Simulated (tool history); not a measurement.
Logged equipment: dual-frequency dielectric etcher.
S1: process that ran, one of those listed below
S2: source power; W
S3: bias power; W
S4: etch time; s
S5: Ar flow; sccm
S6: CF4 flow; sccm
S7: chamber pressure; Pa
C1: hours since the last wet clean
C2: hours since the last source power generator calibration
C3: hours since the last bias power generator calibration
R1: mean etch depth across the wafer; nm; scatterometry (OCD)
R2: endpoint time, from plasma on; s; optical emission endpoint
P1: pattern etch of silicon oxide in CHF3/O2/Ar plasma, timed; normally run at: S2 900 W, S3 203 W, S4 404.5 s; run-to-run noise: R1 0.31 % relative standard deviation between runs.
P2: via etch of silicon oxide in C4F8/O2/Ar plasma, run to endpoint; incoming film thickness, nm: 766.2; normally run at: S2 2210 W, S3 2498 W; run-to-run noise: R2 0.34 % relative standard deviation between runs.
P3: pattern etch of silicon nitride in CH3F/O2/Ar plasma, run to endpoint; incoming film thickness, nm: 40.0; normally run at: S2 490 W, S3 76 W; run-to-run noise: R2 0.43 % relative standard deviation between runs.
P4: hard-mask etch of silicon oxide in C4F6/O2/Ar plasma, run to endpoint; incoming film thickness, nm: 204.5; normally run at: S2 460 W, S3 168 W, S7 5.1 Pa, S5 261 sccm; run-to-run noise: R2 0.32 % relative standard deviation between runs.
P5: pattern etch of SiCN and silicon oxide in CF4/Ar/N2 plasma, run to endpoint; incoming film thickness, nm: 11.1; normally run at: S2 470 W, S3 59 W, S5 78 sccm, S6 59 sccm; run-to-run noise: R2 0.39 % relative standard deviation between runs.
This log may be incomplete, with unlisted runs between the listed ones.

{"run": 1, "hour": 4.7, "S1": "P1", "S2": 900, "S3": 203, "S4": 404.5, "C1": 237.1, "C2": 509.4, "C3": 2261.8, "R1": 951.86}
{"run": 2, "hour": 10.3, "S1": "P2", "S2": 2210, "S3": 3017, "C1": 242.7, "C2": 515.0, "C3": 2267.4, "R2": 129.39}
{"run": 3, "hour": 15.8, "S1": "P1", "S2": 1260, "S3": 203, "S4": 404.5, "C1": 248.2, "C2": 520.5, "C3": 2272.9, "R1": 1082.5}
{"run": 4, "hour": 19.9, "S1": "P3", "S2": 490, "S3": 76, "C1": 252.3, "C2": 524.6, "C3": 2277.0, "R2": 50.498}
{"run": 5, "hour": 24.1, "S1": "P3", "S2": 400, "S3": 76, "C1": 256.5, "C2": 528.8, "C3": 2281.2, "R2": 54.738}
{"run": 6, "hour": 27.4, "S1": "P1", "S2": 630, "S3": 279, "S4": 404.5, "C1": 259.8, "C2": 532.1, "C3": 2284.5, "R1": 938.83}
{"run": 7, "hour": 32.8, "S1": "P5", "S2": 470, "S3": 73, "S5": 78, "S6": 59, "C1": 265.2, "C2": 537.5, "C3": 2289.9, "R2": 12.256}
{"run": 8, "hour": 36.6, "S1": "P1", "S2": 900, "S3": 274, "S4": 404.5, "C1": 269.0, "C2": 541.3, "C3": 2293.7, "R1": 1065.1}
{"run": 9, "hour": 39.3, "S1": "P1", "S2": 570, "S3": 203, "S4": 404.5, "C1": 271.7, "C2": 544.0, "C3": 2296.4, "R1": 800.56}
{"run": 10, "hour": 42.2, "S1": "P2", "S2": 1400, "S3": 2498, "C1": 274.6, "C2": 546.9, "C3": 2299.3, "R2": 165.35}
{"run": 11, "hour": 45.6, "S1": "P3", "S2": 490, "S3": 52, "C1": 278.0, "C2": 550.3, "C3": 2302.7, "R2": 57.853}
{"run": 12, "hour": 48.3, "S1": "P1", "S2": 900, "S3": 203, "S4": 404.5, "C1": 280.7, "C2": 553.0, "C3": 2305.4, "R1": 963.68}
{"run": 13, "hour": 50.9, "S1": "P5", "S2": 610, "S3": 59, "S5": 78, "S6": 59, "C1": 283.3, "C2": 555.6, "C3": 2308.0, "R2": 10.278}
{"run": 14, "hour": 53.9, "S1": "P5", "S2": 470, "S3": 59, "S5": 103, "S6": 59, "C1": 286.3, "C2": 558.6, "C3": 2311.0, "R2": 13.578}
{"hour": 59.0, "done": "wet clean of the chamber"}
{"run": 15, "hour": 59.8, "S1": "P3", "S2": 490, "S3": 76, "C1": 0.9, "C2": 564.5, "C3": 2316.9, "R2": 51.269}
{"run": 16, "hour": 63.3, "S1": "P4", "S2": 460, "S3": 168, "S5": 168, "S7": 5.1, "C1": 4.4, "C2": 568.0, "C3": 2320.4, "R2": 58.476}
{"run": 17, "hour": 69.3, "S1": "P4", "S2": 460, "S3": 168, "S5": 261, "S7": 5.1, "C1": 10.4, "C2": 574.0, "C3": 2326.4, "R2": 61.337}
{"run": 18, "hour": 74.2, "S1": "P4", "S2": 360, "S3": 168, "S5": 261, "S7": 5.1, "C1": 15.3, "C2": 578.9, "C3": 2331.3, "R2": 68.034}
{"run": 19, "hour": 80.2, "S1": "P5", "S2": 470, "S3": 59, "S5": 78, "S6": 70, "C1": 21.3, "C2": 584.9, "C3": 2337.3, "R2": 12.705}
{"run": 20, "hour": 85.3, "S1": "P1", "S2": 900, "S3": 203, "S4": 404.5, "C1": 26.4, "C2": 590.0, "C3": 2342.4, "R1": 957.24}
{"run": 21, "hour": 87.9, "S1": "P1", "S2": 900, "S3": 203, "S4": 293.0, "C1": 29.0, "C2": 592.6, "C3": 2345.0, "R1": 695.71}
{"run": 22, "hour": 93.2, "S1": "P1", "S2": 900, "S3": 203, "S4": 555.0, "C1": 34.3, "C2": 597.9, "C3": 2350.3, "R1": 1319.1}
{"run": 23, "hour": 97.5, "S1": "P1", "S2": 900, "S3": 203, "S4": 404.5, "C1": 38.6, "C2": 602.2, "C3": 2354.6, "R1": 958.29}
{"run": 24, "hour": 100.5, "S1": "P4", "S2": 460, "S3": 99, "S5": 261, "S7": 5.1, "C1": 41.6, "C2": 605.2, "C3": 2357.6, "R2": 71.663}
{"hour": 103.2, "done": "source power generator calibrated"}
{"run": 25, "hour": 104.9, "S1": "P5", "S2": 470, "S3": 59, "S5": 78, "S6": 59, "C1": 46.0, "C2": 1.8, "C3": 2362.0, "R2": 13.056}
{"run": 26, "hour": 109.4, "S1": "P4", "S2": 460, "S3": 168, "S5": 261, "S7": 6.1, "C1": 50.5, "C2": 6.3, "C3": 2366.5, "R2": 62.737}
{"run": 27, "hour": 112.8, "S1": "P2", "S2": 2210, "S3": 2498, "C1": 53.9, "C2": 9.7, "C3": 2369.9, "R2": 136.17}
{"run": 28, "hour": 115.9, "S1": "P1", "S2": 900, "S3": 131, "S4": 404.5, "C1": 57.0, "C2": 12.8, "C3": 2373.0, "R1": 833.49}
{"run": 29, "hour": 120.3, "S1": "P1", "S2": 900, "S3": 203, "S4": 404.5, "C1": 61.4, "C2": 17.2, "C3": 2377.4, "R1": 960.4}
{"run": 30, "hour": 126.2, "S1": "P1", "S2": 900, "S3": 239, "S4": 574.0, "C1": 67.3, "C2": 23.1, "C3": 2383.3, "R1": 1438.9}

Run 31, settings as shown, results not yet in. Your forecast:
{"run": 31, "hour": 131.9, "S1": "P1", "S2": 560, "S3": 255, "S4": 404.5, "C1": 73.0, "C2": 28.8, "C3": 2389.0, "R1": "?"}

{"run 31": {"R1": 864.87}}
